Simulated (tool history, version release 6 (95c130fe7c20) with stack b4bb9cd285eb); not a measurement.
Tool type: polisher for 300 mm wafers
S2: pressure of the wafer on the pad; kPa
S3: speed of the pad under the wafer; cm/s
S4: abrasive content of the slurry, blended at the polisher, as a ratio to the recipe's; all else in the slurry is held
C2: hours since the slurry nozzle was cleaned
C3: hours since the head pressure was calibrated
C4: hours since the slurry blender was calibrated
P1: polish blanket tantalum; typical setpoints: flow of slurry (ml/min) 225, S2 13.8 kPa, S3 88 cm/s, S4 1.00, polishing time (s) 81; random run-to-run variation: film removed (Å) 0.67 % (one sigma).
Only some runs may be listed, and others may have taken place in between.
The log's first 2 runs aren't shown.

Run 3, hour 13.3: flow of slurry (ml/min) 140, S2 13.8 kPa, S3 88 cm/s, S4 1.00, polishing time (s) 81; wafers polished on this pad 821; C2 75.4; C3 969.0; C4 331.1. Result: film removed (Å) 1053.50.
Run 4, hour 19.4: flow of slurry (ml/min) 225, S2 13.8 kPa, S3 88 cm/s, S4 1.50, polishing time (s) 81; wafers polished on this pad 885; C2 81.5; C3 975.1; C4 337.2. Result: film removed (Å) 1243.60.
Run 5, hour 23.4: flow of slurry (ml/min) 225, S2 13.8 kPa, S3 88 cm/s, S4 1.00, polishing time (s) 81; wafers polished on this pad 927; C2 85.5; C3 979.1; C4 341.2. Result: film removed (Å) 1140.50.
Run 6, hour 26.6: flow of slurry (ml/min) 225, S2 13.8 kPa, S3 40 cm/s, S4 1.00, polishing time (s) 81; wafers polished on this pad 961; C2 88.7; C3 982.3; C4 344.4. Result: film removed (Å) 518.38.
Run 7, hour 31.4: flow of slurry (ml/min) 225, S2 6.2 kPa, S3 88 cm/s, S4 1.00, polishing time (s) 81; wafers polished on this pad 1012; C2 93.5; C3 987.1; C4 349.2. Result: film removed (Å) 503.39.
Run 8, hour 34.8: flow of slurry (ml/min) 135, S2 13.8 kPa, S3 88 cm/s, S4 1.00, polishing time (s) 114; wafers polished on this pad 1047; C2 96.9; C3 990.5; C4 352.6. Result: film removed (Å) 1457.60.
At hour 37.3: slurry nozzle cleaned.
Run 9, hour 38.3: flow of slurry (ml/min) 225, S2 13.8 kPa, S3 88 cm/s, S4 1.00, polishing time (s) 127; wafers polished on this pad 1084; C2 1.0; C3 994.0; C4 356.1. Result: film removed (Å) 1748.70.
Run 10, hour 41.6: flow of slurry (ml/min) 225, S2 13.8 kPa, S3 88 cm/s, S4 1.00, polishing time (s) 81; wafers polished on this pad 1119; C2 4.3; C3 997.3; C4 359.4. Result: film removed (Å) 1139.00.
Run 11, hour 45.4: flow of slurry (ml/min) 225, S2 13.8 kPa, S3 88 cm/s, S4 1.00, polishing time (s) 81; wafers polished on this pad 1159; C2 8.1; C3 1001.1; C4 363.2. Result: film removed (Å) 1124.30.
Run 12, hour 51.7: flow of slurry (ml/min) 225, S2 13.8 kPa, S3 130 cm/s, S4 1.00, polishing time (s) 81; wafers polished on this pad 1225; C2 14.4; C3 1007.4; C4 369.5. Result: film removed (Å) 1673.80.
Run 13, hour 55.2: flow of slurry (ml/min) 225, S2 13.8 kPa, S3 88 cm/s, S4 0.60, polishing time (s) 81; wafers polished on this pad 1262; C2 17.9; C3 1010.9; C4 373.0. Result: film removed (Å) 945.99.
Run 14, hour 61.2: flow of slurry (ml/min) 225, S2 13.8 kPa, S3 88 cm/s, S4 1.00, polishing time (s) 81; wafers polished on this pad 1325; C2 23.9; C3 1016.9; C4 379.0. Result: film removed (Å) 1122.50.
Run 15, hour 65.6: flow of slurry (ml/min) 225, S2 13.8 kPa, S3 88 cm/s, S4 1.00, polishing time (s) 47; wafers polished on this pad 1371; C2 28.3; C3 1021.3; C4 383.4. Result: film removed (Å) 648.57.
Run 16, hour 68.9: flow of slurry (ml/min) 225, S2 13.8 kPa, S3 88 cm/s, S4 1.00, polishing time (s) 81; wafers polished on this pad 1406; C2 31.6; C3 1024.6; C4 386.7. Result: film removed (Å) 1127.60.
Run 17, hour 75.1: flow of slurry (ml/min) 135, S2 13.8 kPa, S3 108 cm/s, S4 1.00, polishing time (s) 81; wafers polished on this pad 1471; C2 37.8; C3 1030.8; C4 392.9. Result: film removed (Å) 1277.20.
Run 18, hour 78.2: flow of slurry (ml/min) 225, S2 19.3 kPa, S3 88 cm/s, S4 1.00, polishing time (s) 81; wafers polished on this pad 1504; C2 40.9; C3 1033.9; C4 396.0. Result: film removed (Å) 1590.60.
Run 19, hour 82.4: flow of slurry (ml/min) 135, S2 13.8 kPa, S3 88 cm/s, S4 1.25, polishing time (s) 81; wafers polished on this pad 1548; C2 45.1; C3 1038.1; C4 400.2. Result: film removed (Å) 1096.50.
Run 20, hour 88.8: flow of slurry (ml/min) 225, S2 13.8 kPa, S3 88 cm/s, S4 1.00, polishing time (s) 81; wafers polished on this pad 1615; C2 51.5; C3 1044.5; C4 406.6. Result: film removed (Å) 1119.50.
Run 21, hour 91.7: flow of slurry (ml/min) 225, S2 13.8 kPa, S3 88 cm/s, S4 1.00, polishing time (s) 81; wafers polished on this pad 1646; C2 54.4; C3 1047.4; C4 409.5. Result: film removed (Å) 1096.20.
Run 22, hour 96.2: flow of slurry (ml/min) 225, S2 13.8 kPa, S3 88 cm/s, S4 1.00, polishing time (s) 81; wafers polished on this pad 1693; C2 58.9; C3 1051.9; C4 414.0. Result: film removed (Å) 1063.80.
Run 23, hour 99.5: flow of slurry (ml/min) 225, S2 13.8 kPa, S3 88 cm/s, S4 1.00, polishing time (s) 81; wafers polished on this pad 1728; C2 62.2; C3 1055.2; C4 417.3. Result: film removed (Å) 1041.00.

Estimate the outcome of run 24 from the log above:
Run 24, hour 102.6: flow of slurry (ml/min) 225, S2 13.8 kPa, S3 88 cm/s, S4 1.00, polishing time (s) 81; wafers polished on this pad 1760; C2 65.3; C3 1058.3; C4 420.4. Result: film removed (Å) ?.

{"run 24": {"film removed (Å)": 1033.3}}
